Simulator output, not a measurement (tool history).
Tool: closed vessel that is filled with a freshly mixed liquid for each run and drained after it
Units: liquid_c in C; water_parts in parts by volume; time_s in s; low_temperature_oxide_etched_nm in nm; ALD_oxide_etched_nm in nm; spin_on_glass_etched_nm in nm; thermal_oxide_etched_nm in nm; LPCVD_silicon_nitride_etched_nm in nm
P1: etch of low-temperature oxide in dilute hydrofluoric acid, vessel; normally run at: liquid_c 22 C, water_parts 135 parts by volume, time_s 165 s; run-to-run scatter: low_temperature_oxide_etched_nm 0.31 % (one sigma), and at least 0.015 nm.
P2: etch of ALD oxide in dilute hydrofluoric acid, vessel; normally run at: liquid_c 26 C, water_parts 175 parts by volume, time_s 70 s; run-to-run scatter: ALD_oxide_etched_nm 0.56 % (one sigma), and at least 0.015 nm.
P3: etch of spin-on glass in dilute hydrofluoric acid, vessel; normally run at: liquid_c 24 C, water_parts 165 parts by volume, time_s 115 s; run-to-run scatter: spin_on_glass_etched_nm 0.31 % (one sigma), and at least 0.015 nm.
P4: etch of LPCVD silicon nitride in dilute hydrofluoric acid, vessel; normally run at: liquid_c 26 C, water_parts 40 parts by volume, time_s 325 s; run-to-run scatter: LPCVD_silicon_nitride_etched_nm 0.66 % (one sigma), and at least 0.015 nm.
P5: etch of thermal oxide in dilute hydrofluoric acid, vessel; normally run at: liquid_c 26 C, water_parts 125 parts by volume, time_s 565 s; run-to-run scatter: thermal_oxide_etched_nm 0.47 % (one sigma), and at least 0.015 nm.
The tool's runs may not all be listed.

| run | hour | process | liquid_c | water_parts | time_s | hours since the thermometer was replaced | hours since the hydrofluoric acid flow meter was replaced | low_temperature_oxide_etched_nm | ALD_oxide_etched_nm | spin_on_glass_etched_nm | thermal_oxide_etched_nm | LPCVD_silicon_nitride_etched_nm |
|---|---|---|---|---|---|---|---|---|---|---|---|---|
| 1 | 7.5 | P1 | 22 | 135 | 165 | 178.1 | 440.2 | 22.179 |  |  |  |  |
| 2 | 17.1 | P2 | 26 | 250 | 70 | 187.7 | 449.8 |  | 8.4288 |  |  |  |
| 3 | 31.2 | P3 | 28 | 165 | 115 | 201.8 | 463.9 |  |  | 51.826 |  |  |
| 4 | 38.6 | P2 | 26 | 175 | 30 | 209.2 | 471.3 |  | 5.6178 |  |  |  |
| 5 | 48.6 | P5 | 26 | 125 | 565 | 219.2 | 481.3 |  |  |  | 21.276 |  |
| 6 | 61.6 | P5 | 26 | 185 | 565 | 232.2 | 494.3 |  |  |  | 13.384 |  |
| 7 | 70 | P1 | 22 | 135 | 165 | 240.6 | 502.7 | 22.235 |  |  |  |  |
| 8 | 76.9 | P2 | 26 | 175 | 70 | 247.5 | 509.6 |  | 13.068 |  |  |  |
| 9 | 85.1 | P1 | 22 | 135 | 165 | 255.7 | 517.8 | 22.22 |  |  |  |  |
| 10 | 94.7 | P3 | 24 | 165 | 115 | 265.3 | 527.4 |  |  | 44.977 |  |  |
| 11 | 105.8 | P1 | 22 | 135 | 300 | 276.4 | 538.5 | 40.446 |  |  |  |  |
| 12 | 115.6 | P5 | 26 | 125 | 565 | 286.2 | 548.3 |  |  |  | 21.221 |  |
| 13 | 129.9 | P3 | 24 | 165 | 115 | 300.5 | 562.6 |  |  | 44.689 |  |  |
| 14 | 137.8 | P5 | 26 | 125 | 1030 | 308.4 | 570.5 |  |  |  | 38.505 |  |
| 15 | 152.3 | P4 | 26 | 65 | 325 | 322.9 | 585 |  |  |  |  | 2.7685 |
| 16 | 160.1 | P1 | 17 | 40 | 165 | 330.7 | 592.8 | 67.506 |  |  |  |  |
| 17 | 170.9 | P2 | 20.5 | 175 | 70 | 341.5 | 603.6 |  | 10.547 |  |  |  |
| 18 | 182.8 | P4 | 33.5 | 40 | 325 | 353.4 | 615.5 |  |  |  |  | 7.2351 |
| 19 | 196.5 | P1 | 22 | 50 | 165 | 367.1 | 629.2 | 66.26 |  |  |  |  |
| 20 | 206.3 | P1 | 30 | 135 | 165 | 376.9 | 639 | 30.095 |  |  |  |  |
| 21 | 213.3 | P1 | 22 | 135 | 30 | 383.9 | 646 | 4.0294 |  |  |  |  |
| 22 | 225.5 | P1 | 22 | 135 | 165 | 396.1 | 658.2 | 22.143 |  |  |  |  |
| 23 | 236.8 | P3 | 24 | 165 | 40 | 407.4 | 669.5 |  |  | 15.65 |  |  |
| 24 | 251 | P1 | 22 | 135 | 165 | 421.6 | 683.7 | 22.194 |  |  |  |  |
| 25 | 263.2 | P1 | 17 | 135 | 165 | 433.8 | 695.9 | 18.184 |  |  |  |  |
| 26 | 278.1 | P4 | 26 | 40 | 325 | 448.7 | 710.8 |  |  |  |  | 4.4559 |
| 27 | 285.5 | P4 | 26 | 40 | 550 | 456.1 | 718.2 |  |  |  |  | 7.6072 |
| 28 | 294.7 | P5 | 21 | 125 | 565 | 465.3 | 727.4 |  |  |  | 17.376 |  |
| 29 | 308.9 | P4 | 26 | 40 | 325 | 479.5 | 741.6 |  |  |  |  | 4.4866 |
| 30 | 320.4 | P3 | 24 | 225 | 115 | 491 | 753.1 |  |  | 30.464 |  |  |
| 31 | 329.6 | P1 | 22 | 210 | 165 | 500.2 | 762.3 | 13.138 |  |  |  |  |
| 32 | 340.8 | P1 | 22 | 135 | 165 | 511.4 | 773.5 | 22.24 |  |  |  |  |
| 33 | 355.5 | P1 | 22 | 135 | 165 | 526.1 | 788.2 | 22.825 |  |  |  |  |
| 34 | 363.4 | P1 | 22 | 135 | 165 | 534 | 796.1 | 23.058 |  |  |  |  |
| 35 | 378.3 | P1 | 22 | 135 | 165 | 548.9 | 811 | 23.389 |  |  |  |  |
| 36 | 385.5 | P1 | 22 | 135 | 165 | 556.1 | 818.2 | 23.392 |  |  |  |  |
| 37 | 397.6 | P1 | 22 | 135 | 165 | 568.2 | 830.3 | 23.417 |  |  |  |  |
| 38 | 405.9 | P1 | 22 | 135 | 165 | 576.5 | 838.6 | 23.47 |  |  |  |  |
| 39 | 413 | P1 | 22 | 135 | 165 | 583.6 | 845.7 | 23.509 |  |  |  |  |
| 40 | 420 | P1 | 22 | 135 | 165 | 590.6 | 852.7 | 23.557 |  |  |  |  |
| 41 | 434.9 | P1 | 22 | 135 | 165 | 605.5 | 867.6 | 23.636 |  |  |  |  |
| 42 | 442.1 | P1 | 22 | 135 | 165 | 612.7 | 874.8 | 23.642 |  |  |  |  |
| 43 | 453.4 | P1 | 22 | 135 | 165 | 624 | 886.1 | 23.604 |  |  |  |  |

What P1 gives has crept away from where it was. These 2 causes fit the log equally well, each at the size given:
A: liquid hotter than its thermometer reads (K) = 1.61
B: hydrofluoric acid flow above the setpoint (%) = 5.63
The creep began at about hour 340.8.

4 check runs are offered, one wafer each, their results left as question marks. Which one tells the causes apart?
| check 1 | 464.7 | P4 | 26 | 40 | 325 |  |  |  |  |  |  | ? |
| check 2 | 464.7 | P3 | 24 | 165 | 115 |  |  |  |  | ? |  |  |
| check 3 | 464.7 | P2 | 26 | 175 | 70 |  |  |  | ? |  |  |  |
| check 4 | 464.7 | P5 | 26 | 125 | 565 |  |  |  |  |  | ? |  |

What each check would give under each cause:
| check | result | if A | if B |
|---|---|---|---|
| check 1 | LPCVD_silicon_nitride_etched_nm | 4.992 | 4.732 |
| check 2 | spin_on_glass_etched_nm | 47.439 | 47.641 |
| check 3 | ALD_oxide_etched_nm | 13.829 | 13.925 |
| check 4 | thermal_oxide_etched_nm | 22.621 | 22.668 |
How far apart the two closest causes lie, in the result that separates them most: check 1 5.35 %; check 2 0.42 %; check 3 0.69 %; check 4 0.21 %
Check 1 tells the causes apart: in the others they would give nearly the same result.

Check 1 was then run and gave: LPCVD_silicon_nitride_etched_nm 4.6769 nm. Which cause is it?

It is B: hydrofluoric acid flow above the setpoint (%).

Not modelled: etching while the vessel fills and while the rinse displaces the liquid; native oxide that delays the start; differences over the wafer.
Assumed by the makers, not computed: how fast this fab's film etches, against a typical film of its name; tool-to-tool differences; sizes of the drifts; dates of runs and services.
